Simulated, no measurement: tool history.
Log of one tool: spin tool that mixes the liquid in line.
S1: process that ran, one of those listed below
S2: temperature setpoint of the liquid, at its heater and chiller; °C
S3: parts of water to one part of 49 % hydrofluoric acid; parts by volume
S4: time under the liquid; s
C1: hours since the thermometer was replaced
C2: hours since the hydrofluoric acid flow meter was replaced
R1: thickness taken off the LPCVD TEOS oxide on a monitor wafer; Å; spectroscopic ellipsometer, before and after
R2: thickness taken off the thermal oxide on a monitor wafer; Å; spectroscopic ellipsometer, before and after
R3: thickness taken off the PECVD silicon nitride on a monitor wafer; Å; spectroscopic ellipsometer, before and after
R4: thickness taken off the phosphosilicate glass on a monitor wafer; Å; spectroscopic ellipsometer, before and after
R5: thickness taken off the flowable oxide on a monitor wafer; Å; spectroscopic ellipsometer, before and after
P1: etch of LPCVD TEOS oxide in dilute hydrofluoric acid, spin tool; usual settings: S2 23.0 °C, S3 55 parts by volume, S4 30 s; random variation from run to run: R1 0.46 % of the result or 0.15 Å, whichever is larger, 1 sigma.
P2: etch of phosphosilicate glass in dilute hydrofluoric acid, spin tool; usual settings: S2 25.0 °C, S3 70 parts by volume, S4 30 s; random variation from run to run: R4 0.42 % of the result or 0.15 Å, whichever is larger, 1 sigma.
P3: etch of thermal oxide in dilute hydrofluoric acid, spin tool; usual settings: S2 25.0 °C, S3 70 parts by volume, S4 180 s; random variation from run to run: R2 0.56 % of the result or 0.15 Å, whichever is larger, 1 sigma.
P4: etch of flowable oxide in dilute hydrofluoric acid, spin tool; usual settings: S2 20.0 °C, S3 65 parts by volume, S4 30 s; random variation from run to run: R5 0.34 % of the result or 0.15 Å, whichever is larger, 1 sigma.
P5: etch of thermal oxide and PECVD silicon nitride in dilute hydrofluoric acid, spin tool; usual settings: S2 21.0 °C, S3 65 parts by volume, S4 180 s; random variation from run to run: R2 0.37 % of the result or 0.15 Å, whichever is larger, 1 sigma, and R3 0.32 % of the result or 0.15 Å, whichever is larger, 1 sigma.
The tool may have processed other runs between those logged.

run	day	S1	S2	S3	S4	C1	C2	R1	R2	R3	R4	R5
1	0.212	P1	23.0	55	30	1961.3	571.0	206.850				
2	0.317	P5	21.0	115	180	1963.8	573.5		66.498	35.7710		
3	0.538	P1	23.0	55	30	1969.1	578.8	202.740				
4	0.658	P1	23.0	95	30	1972.0	581.7	112.920				
5	0.788	P2	18.5	70	30	1975.1	584.8				282.82	
6	1.012	P2	25.0	125	30	1980.5	590.2				193.15	
7	1.117	P5	21.0	65	20	1983.0	592.7		13.470	7.2286		
8	1.267	P3	25.0	70	180	1986.6	596.3		137.050			
9	1.454	P4	20.0	100	30	1991.1	600.8					120.43
10	1.604	P1	23.0	55	30	1994.7	604.4	205.260				
11	1.762	P4	17.0	65	30	1998.5	608.2					169.20
12	1.967	P1	23.0	55	30	2003.4	613.1	204.790				
13	2.158	P5	21.0	65	180	2008.0	617.7		124.560	62.6970		
14	2.300	P1	28.0	55	50	2011.4	621.1	417.990				
15	2.433	P1	23.0	55	15	2014.6	624.3	102.280				
16	2.667	P1	18.5	55	15	2020.2	629.9	84.501				
17	2.854	P1	23.0	55	55	2024.7	634.4	375.160				
18	3.088	P1	23.0	20	30	2030.3	640.0	591.790				
19	3.250	P2	25.0	70	30	2034.2	643.9				373.46	
20	3.358	P2	25.0	70	55	2036.8	646.5				683.41	
21	3.508	P1	30.0	55	30	2040.4	650.1	271.190				
22	3.642	P1	23.0	55	30	2043.6	653.3	204.540				
23	3.792	P3	25.0	30	180	2047.2	656.9		339.170			
24	3.988	P1	17.0	55	30	2051.9	661.6	158.960				
25	4.162	P3	29.0	70	180	2056.1	665.8		160.250			
26	4.296	P4	20.0	65	30	2059.3	669.0					191.38
27	4.504	P5	17.0	65	180	2064.3	674.0		104.470	47.5950		
28	4.729	P3	25.0	70	15	2069.7	679.4		11.345			
29	4.875	P4	20.0	65	45	2073.2	682.9					287.72
30	5.075	P1	23.0	55	30	2078.0	687.7	205.010				
31	5.188	P1	23.0	55	30	2080.7	690.4	201.350				
32	5.396	P1	23.0	55	30	2085.7	695.4	198.170				
33	5.604	P1	23.0	55	30	2090.7	700.4	193.600				
34	5.821	P1	23.0	55	30	2095.9	705.6	193.690				
35	6.017	P1	23.0	55	30	2100.6	710.3	193.390				
36	6.150	P1	23.0	55	30	2103.8	713.5	191.330				
37	6.267	P1	23.0	55	30	2106.6	716.3	192.490				
38	6.458	P1	23.0	55	30	2111.2	720.9	191.700				
39	6.562	P1	23.0	55	30	2113.7	723.4	191.020				

Something has made what P1 gives creep away from where it was; the 2 causes below, each at its own stated size, fit the log equally well:
A: hydrofluoric acid flow below the setpoint (%) = 6.23
B: liquid colder than its thermometer reads (K) = 1.66
Onset of the creep was near day 5.075.

Each of the 4 check runs below uses one wafer; its results are left as question marks. Which run tells the causes apart?
check 1	6.667	P5	21.0	65	180				?	?		
check 2	6.667	P4	20.0	65	30							?
check 3	6.667	P2	25.0	70	30						?	
check 4	6.667	P3	25.0	70	180				?			

What each check would give under each cause:
check	result	if A	if B
check 1	R2	115.880	115.870
check 1	R3	58.9590	55.9940
check 2	R5	179.50	179.35
check 3	R4	347.53	348.67
check 4	R2	127.360	127.770
Per check, the gap between the least separated pair of causes, taken in the result that splits them most: check 1 5.16 %; check 2 0.08 %; check 3 0.33 %; check 4 0.33 %
Check 1 tells the causes apart: in the others they would give nearly the same result.

Check 1 was carried out, with these results: R2 116.020 Å; R3 58.9810 Å. Which of the listed causes is responsible?

It was cause A: hydrofluoric acid flow below the setpoint (%).
